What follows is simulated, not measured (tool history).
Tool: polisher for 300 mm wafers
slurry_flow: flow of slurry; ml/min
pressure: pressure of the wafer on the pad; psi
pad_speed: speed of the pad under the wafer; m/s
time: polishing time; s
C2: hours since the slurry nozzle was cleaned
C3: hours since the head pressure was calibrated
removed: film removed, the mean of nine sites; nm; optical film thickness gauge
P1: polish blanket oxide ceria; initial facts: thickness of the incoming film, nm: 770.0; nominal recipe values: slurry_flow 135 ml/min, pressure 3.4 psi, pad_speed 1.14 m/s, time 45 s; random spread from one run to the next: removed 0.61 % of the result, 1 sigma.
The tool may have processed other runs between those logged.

Run 1, hour 2.3: slurry_flow 135 ml/min, pressure 3.4 psi, pad_speed 1.14 m/s, time 45 s; wafers polished on this pad 309; C2 452.2; C3 1009.0. Result: removed 227.04 nm.
Run 2, hour 5.0: slurry_flow 195 ml/min, pressure 3.4 psi, pad_speed 1.14 m/s, time 45 s; wafers polished on this pad 336; C2 454.9; C3 1011.7. Result: removed 239.97 nm.
Run 3, hour 9.4: slurry_flow 135 ml/min, pressure 1.5 psi, pad_speed 1.14 m/s, time 45 s; wafers polished on this pad 381; C2 459.3; C3 1016.1. Result: removed 101.00 nm.
Run 4, hour 12.6: slurry_flow 135 ml/min, pressure 3.4 psi, pad_speed 1.14 m/s, time 45 s; wafers polished on this pad 414; C2 462.5; C3 1019.3. Result: removed 228.81 nm.
Run 5, hour 16.3: slurry_flow 135 ml/min, pressure 3.4 psi, pad_speed 0.62 m/s, time 45 s; wafers polished on this pad 452; C2 466.2; C3 1023.0. Result: removed 123.14 nm.
Run 6, hour 20.2: slurry_flow 135 ml/min, pressure 3.4 psi, pad_speed 1.14 m/s, time 45 s; wafers polished on this pad 492; C2 470.1; C3 1026.9. Result: removed 227.06 nm.
Run 7, hour 24.5: slurry_flow 95 ml/min, pressure 3.4 psi, pad_speed 1.14 m/s, time 45 s; wafers polished on this pad 536; C2 474.4; C3 1031.2. Result: removed 210.69 nm.
Run 8, hour 27.1: slurry_flow 95 ml/min, pressure 3.4 psi, pad_speed 0.52 m/s, time 45 s; wafers polished on this pad 563; C2 477.0; C3 1033.8. Result: removed 96.23 nm.
Run 9, hour 30.8: slurry_flow 135 ml/min, pressure 3.4 psi, pad_speed 1.14 m/s, time 45 s; wafers polished on this pad 601; C2 480.7; C3 1037.5. Result: removed 228.46 nm.
Run 10, hour 34.0: slurry_flow 135 ml/min, pressure 3.4 psi, pad_speed 1.42 m/s, time 59 s; wafers polished on this pad 633; C2 483.9; C3 1040.7. Result: removed 373.85 nm.
Run 11, hour 38.1: slurry_flow 135 ml/min, pressure 1.5 psi, pad_speed 1.14 m/s, time 59 s; wafers polished on this pad 675; C2 488.0; C3 1044.8. Result: removed 131.34 nm.
Run 12, hour 41.0: slurry_flow 135 ml/min, pressure 3.4 psi, pad_speed 1.14 m/s, time 45 s; wafers polished on this pad 705; C2 490.9; C3 1047.7. Result: removed 224.51 nm.
Run 13, hour 43.8: slurry_flow 135 ml/min, pressure 4.4 psi, pad_speed 1.14 m/s, time 45 s; wafers polished on this pad 734; C2 493.7; C3 1050.5. Result: removed 294.75 nm.
Run 14, hour 45.8: slurry_flow 135 ml/min, pressure 3.4 psi, pad_speed 1.78 m/s, time 45 s; wafers polished on this pad 754; C2 495.7; C3 1052.5. Result: removed 353.02 nm.
Run 15, hour 50.2: slurry_flow 135 ml/min, pressure 3.4 psi, pad_speed 1.14 m/s, time 45 s; wafers polished on this pad 799; C2 500.1; C3 1056.9. Result: removed 226.47 nm.
Run 16, hour 52.9: slurry_flow 135 ml/min, pressure 3.4 psi, pad_speed 1.14 m/s, time 22 s; wafers polished on this pad 827; C2 502.8; C3 1059.6. Result: removed 111.55 nm.
Run 17, hour 57.6: slurry_flow 135 ml/min, pressure 3.4 psi, pad_speed 1.14 m/s, time 71 s; wafers polished on this pad 875; C2 507.5; C3 1064.3. Result: removed 358.26 nm.
Run 18, hour 62.0: slurry_flow 135 ml/min, pressure 3.4 psi, pad_speed 1.14 m/s, time 45 s; wafers polished on this pad 920; C2 511.9; C3 1068.7. Result: removed 228.30 nm.
Run 19, hour 64.1: slurry_flow 135 ml/min, pressure 3.4 psi, pad_speed 1.14 m/s, time 45 s; wafers polished on this pad 942; C2 514.0; C3 1070.8. Result: removed 222.49 nm.
Run 20, hour 67.6: slurry_flow 135 ml/min, pressure 3.4 psi, pad_speed 1.14 m/s, time 45 s; wafers polished on this pad 977; C2 517.5; C3 1074.3. Result: removed 215.40 nm.
Run 21, hour 71.8: slurry_flow 135 ml/min, pressure 3.4 psi, pad_speed 1.14 m/s, time 45 s; wafers polished on this pad 1020; C2 521.7; C3 1078.5. Result: removed 210.80 nm.
Run 22, hour 76.1: slurry_flow 135 ml/min, pressure 3.4 psi, pad_speed 1.14 m/s, time 45 s; wafers polished on this pad 1064; C2 526.0; C3 1082.8. Result: removed 208.59 nm.
At hour 78.5: head pressure recalibrated.
Run 23, hour 78.5: slurry_flow 135 ml/min, pressure 3.4 psi, pad_speed 1.14 m/s, time 45 s; wafers polished on this pad 1089; C2 528.4; C3 0.0. Result: removed 207.04 nm.
Run 24, hour 83.2: slurry_flow 135 ml/min, pressure 3.4 psi, pad_speed 1.14 m/s, time 45 s; wafers polished on this pad 1137; C2 533.1; C3 4.7. Result: removed 204.07 nm.
Run 25, hour 87.0: slurry_flow 135 ml/min, pressure 3.4 psi, pad_speed 1.14 m/s, time 45 s; wafers polished on this pad 1176; C2 536.9; C3 8.5. Result: removed 204.41 nm.

What P1 gives has crept away from where it was. These 2 causes fit the log equally well, each at the size given:
A: slurry flow missing at the pad, % = 37.9
B: removal rate lost through wear of the pad, % = 10.6
Creep in the process output first set in at about hour 62.0.
What rules out each remaining cause:
head's pressure below its setpoint, %: serviced at hour 78.5, after the change had begun; the process did not return to its earlier output

4 check runs are offered, each on 2 wafers whose results are averaged, their results left as question marks. Which one tells the causes apart?
Run check 1, hour 90.8: slurry_flow 195 ml/min, pressure 3.4 psi, pad_speed 0.68 m/s, time 45 s. Result: removed ?.
Run check 2, hour 90.8: slurry_flow 135 ml/min, pressure 3.4 psi, pad_speed 1.72 m/s, time 65 s. Result: removed ?.
Run check 3, hour 90.8: slurry_flow 135 ml/min, pressure 1.5 psi, pad_speed 1.14 m/s, time 68 s. Result: removed ?.
Run check 4, hour 90.8: slurry_flow 135 ml/min, pressure 3.4 psi, pad_speed 0.74 m/s, time 45 s. Result: removed ?.

Outcome of each check run for each possible cause:
  check   result    if A    if B
check 1  removed  132.79  128.66
check 2  removed  443.11  443.21
check 3  removed  135.55  135.58
check 4  removed  131.98  132.01
Minimum pairwise separation of causes per check, each pair taken at its best-separating result: check 1 3.16 %; check 2 0.02 %; check 3 0.02 %; check 4 0.02 %
The other checks would show nearly matching results whichever cause is true, so check 1 is the only one that separates the causes.

Check 1 was carried out, with these results: removed 132.06 nm. Which of the listed causes is responsible?

The cause is A: slurry flow missing at the pad, %.
